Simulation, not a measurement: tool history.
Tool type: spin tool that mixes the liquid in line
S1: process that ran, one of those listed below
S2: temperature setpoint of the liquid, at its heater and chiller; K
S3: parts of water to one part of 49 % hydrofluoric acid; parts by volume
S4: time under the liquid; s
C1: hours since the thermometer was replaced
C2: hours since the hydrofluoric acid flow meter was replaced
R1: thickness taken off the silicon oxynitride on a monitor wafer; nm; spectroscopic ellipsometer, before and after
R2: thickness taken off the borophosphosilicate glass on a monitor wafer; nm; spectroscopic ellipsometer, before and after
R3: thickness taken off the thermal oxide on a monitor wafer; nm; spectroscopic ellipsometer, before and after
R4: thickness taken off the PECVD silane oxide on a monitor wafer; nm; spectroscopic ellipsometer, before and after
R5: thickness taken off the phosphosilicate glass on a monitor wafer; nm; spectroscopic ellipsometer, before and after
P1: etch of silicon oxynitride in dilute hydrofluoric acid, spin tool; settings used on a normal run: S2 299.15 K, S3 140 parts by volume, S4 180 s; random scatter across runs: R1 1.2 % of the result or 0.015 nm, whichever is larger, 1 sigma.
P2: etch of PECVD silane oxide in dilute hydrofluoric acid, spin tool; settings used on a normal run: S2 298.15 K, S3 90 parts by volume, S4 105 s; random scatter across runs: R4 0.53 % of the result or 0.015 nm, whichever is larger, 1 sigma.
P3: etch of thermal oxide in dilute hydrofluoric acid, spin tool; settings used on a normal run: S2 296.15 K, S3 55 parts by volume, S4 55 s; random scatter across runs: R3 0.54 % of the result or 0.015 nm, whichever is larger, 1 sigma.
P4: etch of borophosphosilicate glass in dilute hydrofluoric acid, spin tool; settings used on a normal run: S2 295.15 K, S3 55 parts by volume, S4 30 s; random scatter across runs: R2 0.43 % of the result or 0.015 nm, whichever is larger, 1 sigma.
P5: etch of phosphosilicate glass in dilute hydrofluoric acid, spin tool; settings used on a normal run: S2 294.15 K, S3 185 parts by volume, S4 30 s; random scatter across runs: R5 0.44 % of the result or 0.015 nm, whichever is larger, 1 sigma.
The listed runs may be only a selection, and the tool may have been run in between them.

run 1 hour=2.8 | S1=P1 S2=299.15 S3=140 S4=180 | C1=1442.0 C2=722.9 | R1=1.96450
run 2 hour=5.2 | S1=P4 S2=295.15 S3=55 S4=30 | C1=1444.4 C2=725.3 | R2=46.238
run 3 hour=9.8 | S1=P1 S2=299.15 S3=75 S4=180 | C1=1449.0 C2=729.9 | R1=3.91750
run 4 hour=13.6 | S1=P1 S2=305.65 S3=140 S4=285 | C1=1452.8 C2=733.7 | R1=4.17100
run 5 hour=17.7 | S1=P3 S2=291.15 S3=55 S4=55 | C1=1456.9 C2=737.8 | R3=3.9791
run 6 hour=21.9 | S1=P4 S2=290.15 S3=55 S4=30 | C1=1461.1 C2=742.0 | R2=37.371
run 7 hour=26.3 | S1=P3 S2=296.15 S3=55 S4=55 | C1=1465.5 C2=746.4 | R3=4.8871
run 8 hour=29.5 | S1=P1 S2=299.15 S3=140 S4=345 | C1=1468.7 C2=749.6 | R1=3.70850
run 9 hour=32.1 | S1=P2 S2=305.15 S3=90 S4=105 | C1=1471.3 C2=752.2 | R4=34.336
run 10 hour=34.9 | S1=P1 S2=304.15 S3=140 S4=180 | C1=1474.1 C2=755.0 | R1=2.48510
run 11 hour=37.7 | S1=P1 S2=294.15 S3=140 S4=80 | C1=1476.9 C2=757.8 | R1=0.67273
run 12 hour=41.0 | S1=P1 S2=299.15 S3=140 S4=180 | C1=1480.2 C2=761.1 | R1=1.98250
run 13 hour=46.3 | S1=P1 S2=290.65 S3=140 S4=180 | C1=1485.5 C2=766.4 | R1=1.33550
run 14 hour=49.0 | S1=P5 S2=294.15 S3=185 S4=30 | C1=1488.2 C2=769.1 | R5=18.8120
run 15 hour=53.3 | S1=P3 S2=296.15 S3=55 S4=110 | C1=1492.5 C2=773.4 | R3=9.7631
run 16 hour=57.3 | S1=P1 S2=299.15 S3=140 S4=180 | C1=1496.5 C2=777.4 | R1=2.00020
run 17 hour=60.2 | S1=P4 S2=295.15 S3=55 S4=30 | C1=1499.4 C2=780.3 | R2=46.356
run 18 hour=64.0 | S1=P5 S2=294.15 S3=185 S4=30 | C1=1503.2 C2=784.1 | R5=18.9130
run 19 hour=67.0 | S1=P2 S2=298.15 S3=30 S4=105 | C1=1506.2 C2=787.1 | R4=84.981
run 20 hour=71.3 | S1=P4 S2=295.15 S3=55 S4=50 | C1=1510.5 C2=791.4 | R2=77.261
run 21 hour=75.2 | S1=P1 S2=299.15 S3=140 S4=180 | C1=1514.4 C2=795.3 | R1=1.95310
run 22 hour=79.9 | S1=P1 S2=299.15 S3=235 S4=180 | C1=1519.1 C2=800.0 | R1=1.10150
run 23 hour=84.3 | S1=P2 S2=298.15 S3=90 S4=105 | C1=1523.5 C2=804.4 | R4=26.009
run 24 hour=87.0 | S1=P1 S2=295.65 S3=220 S4=180 | C1=1526.2 C2=807.1 | R1=1.01120
run 25 hour=91.1 | S1=P5 S2=294.15 S3=320 S4=30 | C1=1530.3 C2=811.2 | R5=9.5811
run 26 hour=95.5 | S1=P4 S2=295.15 S3=25 S4=30 | C1=1534.7 C2=815.6 | R2=105.530
run 27 hour=100.5 | S1=P1 S2=299.15 S3=140 S4=90 | C1=1539.7 C2=820.6 | R1=0.98881
run 28 hour=102.8 | S1=P5 S2=300.15 S3=185 S4=30 | C1=1542.0 C2=822.9 | R5=23.6770
run 29 hour=107.3 | S1=P3 S2=296.15 S3=55 S4=55 | C1=1546.5 C2=827.4 | R3=4.8724
run 30 hour=111.6 | S1=P5 S2=294.15 S3=185 S4=15 | C1=1550.8 C2=831.7 | R5=9.4399
run 31 hour=114.4 | S1=P2 S2=298.15 S3=90 S4=200 | C1=1553.6 C2=834.5 | R4=50.276
run 32 hour=116.9 | S1=P3 S2=296.15 S3=20 S4=55 | C1=1556.1 C2=837.0 | R3=13.9150
run 33 hour=120.5 | S1=P1 S2=299.15 S3=140 S4=180 | C1=1559.7 C2=840.6 | R1=1.94400
run 34 hour=123.6 | S1=P1 S2=299.15 S3=140 S4=180 | C1=1562.8 C2=843.7 | R1=2.02240
run 35 hour=128.6 | S1=P1 S2=299.15 S3=140 S4=180 | C1=1567.8 C2=848.7 | R1=1.88870
run 36 hour=133.1 | S1=P1 S2=299.15 S3=140 S4=180 | C1=1572.3 C2=853.2 | R1=1.85850
run 37 hour=137.8 | S1=P1 S2=299.15 S3=140 S4=180 | C1=1577.0 C2=857.9 | R1=1.84590
run 38 hour=142.4 | S1=P1 S2=299.15 S3=140 S4=180 | C1=1581.6 C2=862.5 | R1=1.78800
run 39 hour=145.6 | S1=P1 S2=299.15 S3=140 S4=180 | C1=1584.8 C2=865.7 | R1=1.83030

Forecast run 40:
run 40 hour=150.6 | S1=P1 S2=299.15 S3=140 S4=180 | C1=1589.8 C2=870.7 | R1=?

{"run 40": {"R1": 1.8269}}
